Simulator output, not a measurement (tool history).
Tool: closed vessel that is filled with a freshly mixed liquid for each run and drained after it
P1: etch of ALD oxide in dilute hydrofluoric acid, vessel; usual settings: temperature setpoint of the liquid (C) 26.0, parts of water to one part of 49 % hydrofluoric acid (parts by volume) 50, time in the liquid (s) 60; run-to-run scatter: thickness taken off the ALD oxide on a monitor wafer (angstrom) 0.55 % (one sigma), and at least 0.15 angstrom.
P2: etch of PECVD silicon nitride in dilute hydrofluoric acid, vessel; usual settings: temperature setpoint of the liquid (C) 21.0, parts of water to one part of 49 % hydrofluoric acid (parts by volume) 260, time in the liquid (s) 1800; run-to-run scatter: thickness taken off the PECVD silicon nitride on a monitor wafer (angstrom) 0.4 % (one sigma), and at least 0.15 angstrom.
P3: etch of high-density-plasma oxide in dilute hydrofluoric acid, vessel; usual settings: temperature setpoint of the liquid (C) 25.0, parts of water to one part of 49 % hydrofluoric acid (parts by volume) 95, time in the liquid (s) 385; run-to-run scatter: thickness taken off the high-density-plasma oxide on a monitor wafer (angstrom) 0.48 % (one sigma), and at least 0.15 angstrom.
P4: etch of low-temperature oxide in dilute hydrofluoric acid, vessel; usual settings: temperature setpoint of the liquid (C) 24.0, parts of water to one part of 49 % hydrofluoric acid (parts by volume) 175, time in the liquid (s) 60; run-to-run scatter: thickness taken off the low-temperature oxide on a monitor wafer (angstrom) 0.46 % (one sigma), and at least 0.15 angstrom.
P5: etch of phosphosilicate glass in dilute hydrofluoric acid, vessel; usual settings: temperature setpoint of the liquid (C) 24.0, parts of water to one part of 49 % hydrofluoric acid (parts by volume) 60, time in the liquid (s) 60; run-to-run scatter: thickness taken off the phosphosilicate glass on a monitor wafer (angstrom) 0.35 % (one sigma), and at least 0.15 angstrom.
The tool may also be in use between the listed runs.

run,hour,process that ran,temperature setpoint of the liquid (C),parts of water to one part of 49 % hydrofluoric acid (parts by volume),time in the liquid (s),hours since the thermometer was replaced,hours since the hydrofluoric acid flow meter was replaced,thickness taken off the ALD oxide on a monitor wafer (angstrom),thickness taken off the PECVD silicon nitride on a monitor wafer (angstrom),thickness taken off the phosphosilicate glass on a monitor wafer (angstrom),thickness taken off the high-density-plasma oxide on a monitor wafer (angstrom),thickness taken off the low-temperature oxide on a monitor wafer (angstrom)
1,4.7,P1,26.0,50,60,482.2,944.4,324.09,,,,
2,10.9,P1,26.0,50,60,488.4,950.6,323.86,,,,
3,16.0,P2,21.0,260,1800,493.5,955.7,,329.980,,,
4,19.9,P5,24.0,60,60,497.4,959.6,,,1163.0,,
5,24.4,P3,25.0,95,625,501.9,964.1,,,,348.16,
6,28.6,P1,26.0,75,60,506.1,968.3,208.62,,,,
7,36.2,P1,26.0,50,30,513.7,975.9,162.05,,,,
8,43.7,P1,26.0,50,60,521.2,983.4,326.91,,,,
9,49.2,P4,24.0,50,60,526.7,988.9,,,,,247.770
# hour 51.0: thermometer replaced
10,56.7,P5,24.0,60,110,5.8,996.4,,,2144.1,,
11,60.9,P4,17.5,175,60,10.0,1000.6,,,,,46.797
12,68.0,P2,21.0,260,1800,17.1,1007.7,,329.080,,,
13,75.6,P5,29.0,60,60,24.7,1015.3,,,1417.9,,
14,81.1,P1,26.0,50,60,30.2,1020.8,321.90,,,,
15,84.5,P1,19.0,50,60,33.6,1024.2,242.42,,,,
16,90.0,P3,32.0,95,385,39.1,1029.7,,,,282.19,
17,95.2,P3,25.0,175,385,44.3,1034.9,,,,106.72,
18,100.6,P1,33.5,50,30,49.7,1040.3,215.73,,,,
19,105.3,P1,26.0,50,90,54.4,1045.0,481.79,,,,
20,112.0,P3,25.0,95,385,61.1,1051.7,,,,217.82,
21,118.5,P5,24.0,25,60,67.6,1058.2,,,2943.7,,
22,123.2,P4,24.0,175,95,72.3,1062.9,,,,,94.498
23,130.1,P1,26.0,50,60,79.2,1069.8,322.38,,,,
24,136.7,P1,26.0,25,60,85.8,1076.4,671.78,,,,
25,142.6,P2,17.0,260,1800,91.7,1082.3,,253.860,,,
26,148.1,P1,26.0,50,60,97.2,1087.8,323.41,,,,
27,153.6,P1,30.5,50,60,102.7,1093.3,384.15,,,,
28,158.7,P1,19.0,85,60,107.8,1098.4,136.15,,,,
29,162.2,P2,21.0,60,1800,111.3,1101.9,,1387.200,,,
30,169.8,P4,24.0,175,60,118.9,1109.5,,,,,60.663
31,176.5,P2,21.0,260,360,125.6,1116.2,,65.802,,,

The next listed run, before its measurement:
32,181.1,P1,26.0,50,60,130.2,1120.8,?,,,,

thickness taken off the ALD oxide on a monitor wafer (angstrom): 320.53
